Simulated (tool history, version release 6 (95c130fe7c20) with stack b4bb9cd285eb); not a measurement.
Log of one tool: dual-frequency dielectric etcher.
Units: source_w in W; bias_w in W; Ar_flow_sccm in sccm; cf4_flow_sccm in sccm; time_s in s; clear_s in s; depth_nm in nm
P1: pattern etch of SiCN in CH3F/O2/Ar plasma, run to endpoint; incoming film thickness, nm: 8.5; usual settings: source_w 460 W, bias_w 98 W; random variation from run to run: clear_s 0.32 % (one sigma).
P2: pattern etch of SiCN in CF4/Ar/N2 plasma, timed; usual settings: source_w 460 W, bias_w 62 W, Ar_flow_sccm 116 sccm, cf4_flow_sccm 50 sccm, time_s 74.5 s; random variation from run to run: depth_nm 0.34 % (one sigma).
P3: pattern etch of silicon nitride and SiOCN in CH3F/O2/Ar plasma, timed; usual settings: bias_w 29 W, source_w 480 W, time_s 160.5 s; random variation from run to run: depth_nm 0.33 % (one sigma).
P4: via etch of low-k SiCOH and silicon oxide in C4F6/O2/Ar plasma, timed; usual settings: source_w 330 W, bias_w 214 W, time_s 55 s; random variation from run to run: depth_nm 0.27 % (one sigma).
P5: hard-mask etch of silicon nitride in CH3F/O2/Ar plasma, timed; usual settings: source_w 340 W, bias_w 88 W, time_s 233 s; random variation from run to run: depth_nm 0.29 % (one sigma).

{"run": 1, "day": 0.446, "process": "P1", "source_w": 460, "bias_w": 98, "clear_s": 19.732}
{"run": 2, "day": 0.771, "process": "P2", "source_w": 460, "bias_w": 79, "Ar_flow_sccm": 116, "cf4_flow_sccm": 50, "time_s": 74.5, "depth_nm": 62.736}
{"run": 3, "day": 1.071, "process": "P1", "source_w": 460, "bias_w": 98, "clear_s": 19.691}
{"run": 4, "day": 1.438, "process": "P4", "source_w": 330, "bias_w": 214, "time_s": 71, "depth_nm": 186.19}
{"run": 5, "day": 1.821, "process": "P1", "source_w": 460, "bias_w": 130, "clear_s": 17.732}
{"run": 6, "day": 2.062, "process": "P5", "source_w": 450, "bias_w": 88, "time_s": 233, "depth_nm": 185.08}
{"run": 7, "day": 2.421, "process": "P1", "source_w": 350, "bias_w": 62, "clear_s": 25.587}
{"run": 8, "day": 2.667, "process": "P4", "source_w": 330, "bias_w": 259, "time_s": 55, "depth_nm": 153.5}
{"run": 9, "day": 2.929, "process": "P1", "source_w": 610, "bias_w": 98, "clear_s": 17.66}
{"run": 10, "day": 3.225, "process": "P2", "source_w": 460, "bias_w": 62, "Ar_flow_sccm": 116, "cf4_flow_sccm": 65, "time_s": 74.5, "depth_nm": 60.311}
{"run": 11, "day": 3.633, "process": "P5", "source_w": 340, "bias_w": 88, "time_s": 233, "depth_nm": 166.61}
{"run": 12, "day": 3.979, "process": "P3", "source_w": 480, "bias_w": 41, "time_s": 160.5, "depth_nm": 29.951}
{"run": 13, "day": 4.267, "process": "P1", "source_w": 460, "bias_w": 98, "clear_s": 19.674}
{"run": 14, "day": 4.596, "process": "P4", "source_w": 240, "bias_w": 214, "time_s": 55, "depth_nm": 128.11}
{"run": 15, "day": 4.983, "process": "P2", "source_w": 460, "bias_w": 62, "Ar_flow_sccm": 116, "cf4_flow_sccm": 50, "time_s": 74.5, "depth_nm": 57.151}
{"run": 16, "day": 5.225, "process": "P2", "source_w": 460, "bias_w": 62, "Ar_flow_sccm": 116, "cf4_flow_sccm": 50, "time_s": 42.5, "depth_nm": 32.583}
{"run": 17, "day": 5.446, "process": "P5", "source_w": 340, "bias_w": 88, "time_s": 233, "depth_nm": 166.24}
{"run": 18, "day": 5.646, "process": "P5", "source_w": 340, "bias_w": 51, "time_s": 233, "depth_nm": 137.81}
{"day": 5.708, "done": "wet clean of the chamber"}
{"run": 19, "day": 6.067, "process": "P3", "source_w": 480, "bias_w": 29, "time_s": 160.5, "depth_nm": 25.409}
{"run": 20, "day": 6.462, "process": "P2", "source_w": 630, "bias_w": 62, "Ar_flow_sccm": 116, "cf4_flow_sccm": 50, "time_s": 74.5, "depth_nm": 75.578}
{"run": 21, "day": 6.767, "process": "P1", "source_w": 460, "bias_w": 98, "clear_s": 19.633}
{"run": 22, "day": 7.167, "process": "P3", "source_w": 630, "bias_w": 29, "time_s": 160.5, "depth_nm": 27.912}
{"run": 23, "day": 7.454, "process": "P2", "source_w": 460, "bias_w": 62, "Ar_flow_sccm": 116, "cf4_flow_sccm": 50, "time_s": 74.5, "depth_nm": 57.343}
{"day": 7.596, "done": "source power generator calibrated"}
{"run": 24, "day": 7.692, "process": "P5", "source_w": 340, "bias_w": 88, "time_s": 172, "depth_nm": 122.71}
{"run": 25, "day": 8.083, "process": "P1", "source_w": 610, "bias_w": 136, "clear_s": 15.673}
{"run": 26, "day": 8.467, "process": "P3", "source_w": 480, "bias_w": 29, "time_s": 203, "depth_nm": 32.07}
{"run": 27, "day": 8.858, "process": "P4", "source_w": 330, "bias_w": 214, "time_s": 55, "depth_nm": 144.08}
{"run": 28, "day": 9.196, "process": "P2", "source_w": 460, "bias_w": 62, "Ar_flow_sccm": 141, "cf4_flow_sccm": 50, "time_s": 74.5, "depth_nm": 55.358}
{"run": 29, "day": 9.492, "process": "P1", "source_w": 320, "bias_w": 98, "clear_s": 22.448}
{"run": 30, "day": 9.925, "process": "P1", "source_w": 460, "bias_w": 80, "clear_s": 21.162}
{"run": 31, "day": 10.179, "process": "P1", "source_w": 460, "bias_w": 98, "clear_s": 19.633}
{"run": 32, "day": 10.629, "process": "P1", "source_w": 460, "bias_w": 98, "clear_s": 19.48}
{"run": 33, "day": 10.908, "process": "P1", "source_w": 460, "bias_w": 98, "clear_s": 19.448}
{"run": 34, "day": 11.304, "process": "P1", "source_w": 460, "bias_w": 98, "clear_s": 19.468}
{"day": 11.442, "done": "wet clean of the chamber"}
{"run": 35, "day": 11.504, "process": "P1", "source_w": 460, "bias_w": 98, "clear_s": 19.366}
{"run": 36, "day": 11.721, "process": "P1", "source_w": 460, "bias_w": 98, "clear_s": 19.439}
{"run": 37, "day": 12.033, "process": "P1", "source_w": 460, "bias_w": 98, "clear_s": 19.373}
{"run": 38, "day": 12.392, "process": "P1", "source_w": 460, "bias_w": 98, "clear_s": 19.331}
{"run": 39, "day": 12.833, "process": "P1", "source_w": 460, "bias_w": 98, "clear_s": 19.328}
{"run": 40, "day": 13.188, "process": "P1", "source_w": 460, "bias_w": 98, "clear_s": 19.374}
{"run": 41, "day": 13.492, "process": "P1", "source_w": 460, "bias_w": 98, "clear_s": 19.396}

What P1 gives has crept away from where it was. These 2 causes fit the log equally well, each at the size given:
A: source power that arrives over what is set, % = 4.4
B: bias power that arrives over what is set, % = 4.35
The creep began at about day 10.179.
Why every other cause is out:
chamber walls in a state that raises the etch rate, %: serviced at day 11.442, which brought nothing back

4 check runs are offered, each on 2 wafers whose results are averaged, their results left as question marks. Which one tells the causes apart?
{"run": "check 1", "day": 13.796, "process": "P5", "source_w": 340, "bias_w": 88, "time_s": 233, "depth_nm": "?"}
{"run": "check 2", "day": 13.796, "process": "P4", "source_w": 330, "bias_w": 214, "time_s": 55, "depth_nm": "?"}
{"run": "check 3", "day": 13.796, "process": "P2", "source_w": 460, "bias_w": 62, "Ar_flow_sccm": 116, "cf4_flow_sccm": 50, "time_s": 74.5, "depth_nm": "?"}
{"run": "check 4", "day": 13.796, "process": "P3", "source_w": 480, "bias_w": 29, "time_s": 160.5, "depth_nm": "?"}

What each check would give under each cause:
check=check_1 result=depth_nm if_A=168.94 if_B=168.84
check=check_2 result=depth_nm if_A=146.44 if_B=146.1
check=check_3 result=depth_nm if_A=59.539 if_B=58.242
check=check_4 result=depth_nm if_A=25.803 if_B=25.934
How far apart the two closest causes lie, in the result that separates them most: check 1 0.06 %; check 2 0.24 %; check 3 2.2 %; check 4 0.51 %
Check 3 tells the causes apart: in the others they would give nearly the same result.

Check 3 was then run and gave: depth_nm 58.328 nm. Which cause is it?

It is B: bias power that arrives over what is set, %.

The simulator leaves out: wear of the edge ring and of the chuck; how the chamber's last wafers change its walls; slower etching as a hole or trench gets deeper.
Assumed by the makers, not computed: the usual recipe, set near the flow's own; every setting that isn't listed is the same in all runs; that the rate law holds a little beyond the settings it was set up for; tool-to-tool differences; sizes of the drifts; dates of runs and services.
